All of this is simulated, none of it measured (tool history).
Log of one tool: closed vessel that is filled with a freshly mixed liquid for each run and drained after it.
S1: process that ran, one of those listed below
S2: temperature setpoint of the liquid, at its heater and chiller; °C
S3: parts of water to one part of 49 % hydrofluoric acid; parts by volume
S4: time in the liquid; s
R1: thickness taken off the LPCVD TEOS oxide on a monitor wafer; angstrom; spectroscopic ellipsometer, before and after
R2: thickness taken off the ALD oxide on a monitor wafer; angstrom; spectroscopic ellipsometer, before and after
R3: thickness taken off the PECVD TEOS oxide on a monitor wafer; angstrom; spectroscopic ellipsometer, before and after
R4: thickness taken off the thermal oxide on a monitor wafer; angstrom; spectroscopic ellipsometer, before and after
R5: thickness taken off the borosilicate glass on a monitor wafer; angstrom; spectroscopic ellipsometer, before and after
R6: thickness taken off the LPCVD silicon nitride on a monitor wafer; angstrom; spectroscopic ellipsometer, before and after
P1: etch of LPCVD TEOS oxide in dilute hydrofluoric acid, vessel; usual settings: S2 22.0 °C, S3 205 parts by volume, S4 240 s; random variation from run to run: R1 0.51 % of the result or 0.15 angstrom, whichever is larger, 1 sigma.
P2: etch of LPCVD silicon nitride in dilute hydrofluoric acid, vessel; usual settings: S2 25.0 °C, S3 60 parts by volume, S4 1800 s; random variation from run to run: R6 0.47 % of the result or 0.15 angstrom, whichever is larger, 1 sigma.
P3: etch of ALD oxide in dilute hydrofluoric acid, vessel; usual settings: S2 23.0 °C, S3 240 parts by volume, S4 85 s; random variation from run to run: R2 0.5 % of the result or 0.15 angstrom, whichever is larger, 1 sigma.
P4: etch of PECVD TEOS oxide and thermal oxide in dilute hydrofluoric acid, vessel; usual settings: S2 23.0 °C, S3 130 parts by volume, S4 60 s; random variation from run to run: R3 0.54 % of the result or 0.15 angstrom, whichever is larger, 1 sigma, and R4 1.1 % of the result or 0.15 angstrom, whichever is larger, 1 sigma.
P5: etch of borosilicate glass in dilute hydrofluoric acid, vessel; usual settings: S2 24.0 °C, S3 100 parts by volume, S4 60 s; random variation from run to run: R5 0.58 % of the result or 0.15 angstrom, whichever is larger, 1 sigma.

run,hour,S1,S2,S3,S4,R1,R2,R3,R4,R5,R6
1,4.6,P1,22.0,205,240,530.66,,,,,
2,9.6,P3,23.0,240,85,,41.248,,,,
3,13.5,P1,17.0,205,240,440.11,,,,,
4,19.7,P1,22.0,205,240,532.90,,,,,
5,26.0,P3,23.0,115,85,,99.307,,,,
6,31.3,P4,23.0,130,60,,,71.812,20.191,,
7,35.0,P1,17.0,330,240,244.73,,,,,
8,41.9,P5,32.5,100,60,,,,,375.54,
9,48.9,P5,24.0,100,30,,,,,136.83,
10,53.1,P1,22.0,205,240,534.32,,,,,
11,59.5,P1,22.0,335,360,430.54,,,,,
12,63.9,P1,22.0,205,55,121.69,,,,,
13,70.2,P1,26.5,205,240,628.38,,,,,
14,73.7,P1,22.0,205,240,532.80,,,,,
15,80.1,P5,24.0,140,60,,,,,186.12,
16,85.7,P1,22.0,205,240,535.03,,,,,
17,92.6,P5,24.0,100,60,,,,,272.62,
18,96.8,P5,24.0,100,60,,,,,273.96,
19,103.1,P1,22.0,365,240,256.17,,,,,
20,108.7,P1,22.0,205,240,532.20,,,,,
21,115.9,P2,29.0,60,1800,,,,,,247.470
22,123.0,P1,22.0,205,360,806.14,,,,,
23,126.2,P2,25.0,60,1800,,,,,,187.910
24,132.8,P3,30.5,240,85,,53.777,,,,
25,137.8,P3,23.0,240,30,,14.683,,,,
26,144.4,P1,22.0,40,240,3296.90,,,,,
27,149.2,P4,27.5,130,60,,,84.222,23.986,,
28,153.2,P3,23.0,240,85,,41.297,,,,
29,159.5,P4,23.0,130,100,,,118.390,34.357,,
# hour 163.4: hydrofluoric acid flow meter replaced
30,165.0,P2,25.0,85,1800,,,,,,133.780
31,171.5,P4,23.0,30,60,,,342.920,100.630,,
32,178.4,P2,25.0,60,220,,,,,,23.128
33,182.4,P1,22.0,205,240,532.81,,,,,
34,187.3,P1,22.0,205,240,519.43,,,,,
35,192.2,P1,22.0,205,240,504.90,,,,,
36,197.6,P1,22.0,205,240,500.67,,,,,
37,202.2,P1,22.0,205,240,498.74,,,,,
38,209.0,P1,22.0,205,240,494.61,,,,,
39,212.3,P1,22.0,205,240,496.17,,,,,
40,217.5,P1,22.0,205,240,489.80,,,,,
41,222.6,P1,22.0,205,240,491.71,,,,,
42,225.8,P1,22.0,205,240,491.17,,,,,

What P1 gives has crept away from where it was. These 2 causes fit the log equally well, each at the size given:
A: hydrofluoric acid flow below the setpoint (%) = 6.69
B: liquid colder than its thermometer reads (K) = 2.21
The creep began at about hour 182.4.

4 check runs are offered, one wafer each, their results left as question marks. Which one tells the causes apart?
check 1,229.0,P2,25.0,60,1800,,,,,,?
check 2,229.0,P5,24.0,100,60,,,,,?,
check 3,229.0,P3,23.0,240,85,,?,,,,
check 4,229.0,P4,23.0,130,60,,,?,?,,

What each check would give under each cause:
check,result,if A,if B
check 1,R6,176.790,163.140
check 2,R5,251.39,248.79
check 3,R2,38.062,38.248
check 4,R3,65.342,64.848
check 4,R4,18.647,18.506
How far apart the two closest causes lie, in the result that separates them most: check 1 8.03 %; check 2 1.04 %; check 3 0.49 %; check 4 0.76 %
Only check 1 tells the causes apart: in the others they would give nearly the same result.

Check 1 was then run and gave: R6 163.550 angstrom. Which cause is it?

It is B: liquid colder than its thermometer reads (K).
